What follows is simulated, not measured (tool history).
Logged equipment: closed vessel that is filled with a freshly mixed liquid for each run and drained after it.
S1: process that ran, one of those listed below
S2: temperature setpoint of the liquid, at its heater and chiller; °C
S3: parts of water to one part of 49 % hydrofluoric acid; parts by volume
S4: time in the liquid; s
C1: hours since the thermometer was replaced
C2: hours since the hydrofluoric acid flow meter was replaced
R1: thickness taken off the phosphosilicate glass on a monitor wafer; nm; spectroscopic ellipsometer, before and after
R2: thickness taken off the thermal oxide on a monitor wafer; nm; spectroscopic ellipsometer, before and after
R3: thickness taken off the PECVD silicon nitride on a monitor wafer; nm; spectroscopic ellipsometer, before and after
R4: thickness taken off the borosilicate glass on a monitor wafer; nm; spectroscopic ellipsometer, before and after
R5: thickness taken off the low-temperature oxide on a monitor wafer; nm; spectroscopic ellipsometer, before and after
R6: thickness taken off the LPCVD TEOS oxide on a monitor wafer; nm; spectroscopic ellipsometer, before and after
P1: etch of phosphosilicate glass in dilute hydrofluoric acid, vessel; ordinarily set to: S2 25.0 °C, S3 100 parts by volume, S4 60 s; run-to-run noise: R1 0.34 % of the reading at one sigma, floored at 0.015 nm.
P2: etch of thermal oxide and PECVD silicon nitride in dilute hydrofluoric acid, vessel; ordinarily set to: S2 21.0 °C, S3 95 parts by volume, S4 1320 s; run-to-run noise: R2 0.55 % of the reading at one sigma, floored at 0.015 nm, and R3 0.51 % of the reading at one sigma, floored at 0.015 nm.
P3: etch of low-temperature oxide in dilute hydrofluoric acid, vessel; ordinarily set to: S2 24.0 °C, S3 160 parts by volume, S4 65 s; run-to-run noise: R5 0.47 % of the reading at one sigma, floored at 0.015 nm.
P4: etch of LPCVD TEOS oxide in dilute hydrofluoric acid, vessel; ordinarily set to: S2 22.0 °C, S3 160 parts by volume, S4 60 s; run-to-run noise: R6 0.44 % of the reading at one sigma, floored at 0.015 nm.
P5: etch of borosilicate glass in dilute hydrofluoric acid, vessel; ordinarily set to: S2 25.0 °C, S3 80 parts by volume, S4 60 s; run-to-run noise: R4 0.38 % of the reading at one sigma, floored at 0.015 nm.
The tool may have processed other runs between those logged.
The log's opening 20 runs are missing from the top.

run,hour,S1,S2,S3,S4,C1,C2,R1,R2,R3,R4,R5,R6
21,162.7,P5,25.0,80,30,525.1,1247.1,,,,15.324,,
22,167.6,P4,22.0,60,60,530.0,1252.0,,,,,,37.765
23,176.7,P1,21.5,100,60,539.1,1261.1,46.650,,,,,
24,183.5,P1,25.0,100,60,545.9,1267.9,53.780,,,,,
25,193.7,P1,30.5,100,60,556.1,1278.1,66.374,,,,,
26,198.6,P1,25.0,100,60,561.0,1283.0,53.848,,,,,
27,205.9,P1,17.5,20,60,568.3,1290.3,217.470,,,,,
28,213.3,P3,24.0,90,65,575.7,1297.7,,,,,8.1407,
29,219.9,P1,25.0,100,85,582.3,1304.3,76.215,,,,,
30,227.6,P4,22.0,160,60,590.0,1312.0,,,,,,12.633
31,235.7,P4,22.0,160,30,598.1,1320.1,,,,,,6.294
32,245.2,P1,32.5,60,60,607.6,1329.6,127.280,,,,,
33,251.7,P1,25.0,100,60,614.1,1336.1,53.480,,,,,
34,258.1,P1,25.0,100,60,620.5,1342.5,54.591,,,,,
35,263.9,P1,25.0,100,60,626.3,1348.3,56.184,,,,,
36,273.9,P1,25.0,100,60,636.3,1358.3,57.078,,,,,
37,279.0,P1,25.0,100,60,641.4,1363.4,57.308,,,,,
38,284.0,P1,25.0,100,60,646.4,1368.4,57.372,,,,,
39,293.5,P1,25.0,100,60,655.9,1377.9,57.686,,,,,
40,301.7,P1,25.0,100,60,664.1,1386.1,57.995,,,,,
41,307.4,P1,25.0,100,60,669.8,1391.8,57.840,,,,,

Run 42 is up next; what results do you expect?
42,316.4,P1,25.0,100,60,678.8,1400.8,?,,,,,

R1: 57.632 nm

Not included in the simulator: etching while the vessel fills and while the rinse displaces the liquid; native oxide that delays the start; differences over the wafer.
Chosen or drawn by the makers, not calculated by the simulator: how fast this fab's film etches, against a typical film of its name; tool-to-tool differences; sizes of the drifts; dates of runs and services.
